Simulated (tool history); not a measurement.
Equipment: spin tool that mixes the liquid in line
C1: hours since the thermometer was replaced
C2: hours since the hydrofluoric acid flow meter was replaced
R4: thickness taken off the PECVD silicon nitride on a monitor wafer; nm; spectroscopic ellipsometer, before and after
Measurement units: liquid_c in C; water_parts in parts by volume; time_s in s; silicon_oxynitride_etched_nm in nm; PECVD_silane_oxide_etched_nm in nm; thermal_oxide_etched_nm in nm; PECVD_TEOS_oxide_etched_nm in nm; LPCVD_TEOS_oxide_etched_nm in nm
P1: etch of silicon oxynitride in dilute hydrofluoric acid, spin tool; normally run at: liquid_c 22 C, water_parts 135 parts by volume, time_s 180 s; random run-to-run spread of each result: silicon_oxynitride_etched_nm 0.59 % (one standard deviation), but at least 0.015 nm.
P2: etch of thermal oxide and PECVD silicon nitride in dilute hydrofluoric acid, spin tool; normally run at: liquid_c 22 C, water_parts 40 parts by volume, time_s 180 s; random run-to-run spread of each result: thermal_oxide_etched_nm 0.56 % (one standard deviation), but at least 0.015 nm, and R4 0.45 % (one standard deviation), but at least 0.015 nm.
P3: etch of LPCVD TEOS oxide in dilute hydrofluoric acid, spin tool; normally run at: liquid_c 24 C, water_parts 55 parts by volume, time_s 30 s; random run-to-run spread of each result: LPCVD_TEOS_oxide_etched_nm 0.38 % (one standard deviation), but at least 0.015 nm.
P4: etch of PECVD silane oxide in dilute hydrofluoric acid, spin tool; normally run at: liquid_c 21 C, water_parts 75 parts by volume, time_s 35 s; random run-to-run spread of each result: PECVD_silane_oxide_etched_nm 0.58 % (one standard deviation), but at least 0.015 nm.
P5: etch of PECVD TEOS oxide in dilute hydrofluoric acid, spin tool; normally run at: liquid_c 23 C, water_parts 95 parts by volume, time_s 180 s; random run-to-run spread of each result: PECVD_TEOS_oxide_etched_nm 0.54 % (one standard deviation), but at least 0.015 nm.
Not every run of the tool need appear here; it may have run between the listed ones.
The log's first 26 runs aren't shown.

run 27 hour=96 | process=P4 liquid_c=17 water_parts=75 time_s=35 | C1=66.4 C2=1550.9 | PECVD_silane_oxide_etched_nm=5.4265
run 28 hour=99.2 | process=P1 liquid_c=27 water_parts=135 time_s=55 | C1=69.6 C2=1554.1 | silicon_oxynitride_etched_nm=1.5476
run 29 hour=101.6 | process=P2 liquid_c=22 water_parts=40 time_s=180 | C1=72 C2=1556.5 | thermal_oxide_etched_nm=22.616 R4=6.6156
run 30 hour=104 | process=P1 liquid_c=17.5 water_parts=210 time_s=180 | C1=74.4 C2=1558.9 | silicon_oxynitride_etched_nm=1.937
run 31 hour=107.8 | process=P4 liquid_c=21 water_parts=75 time_s=20 | C1=78.2 C2=1562.7 | PECVD_silane_oxide_etched_nm=3.6762
run 32 hour=112 | process=P3 liquid_c=24 water_parts=55 time_s=15 | C1=82.4 C2=1566.9 | LPCVD_TEOS_oxide_etched_nm=6.6318
run 33 hour=114.5 | process=P2 liquid_c=22 water_parts=40 time_s=55 | C1=84.9 C2=1569.4 | thermal_oxide_etched_nm=6.8919 R4=2.0492
run 34 hour=117.7 | process=P1 liquid_c=22 water_parts=135 time_s=180 | C1=88.1 C2=1572.6 | silicon_oxynitride_etched_nm=3.9311
run 35 hour=122.4 | process=P1 liquid_c=22 water_parts=135 time_s=180 | C1=92.8 C2=1577.3 | silicon_oxynitride_etched_nm=3.9505
run 36 hour=126.2 | process=P1 liquid_c=22 water_parts=135 time_s=180 | C1=96.6 C2=1581.1 | silicon_oxynitride_etched_nm=3.86
run 37 hour=130.1 | process=P1 liquid_c=22 water_parts=135 time_s=180 | C1=100.5 C2=1585 | silicon_oxynitride_etched_nm=3.7337
run 38 hour=134.9 | process=P1 liquid_c=22 water_parts=135 time_s=180 | C1=105.3 C2=1589.8 | silicon_oxynitride_etched_nm=3.753
run 39 hour=138.7 | process=P1 liquid_c=22 water_parts=135 time_s=180 | C1=109.1 C2=1593.6 | silicon_oxynitride_etched_nm=3.769
run 40 hour=141.3 | process=P1 liquid_c=22 water_parts=135 time_s=180 | C1=111.7 C2=1596.2 | silicon_oxynitride_etched_nm=3.6996

Estimate the outcome of run 41 from the log above:
run 41 hour=143.8 | process=P1 liquid_c=22 water_parts=135 time_s=180 | C1=114.2 C2=1598.7 | silicon_oxynitride_etched_nm=?

silicon_oxynitride_etched_nm: 3.7002 nm
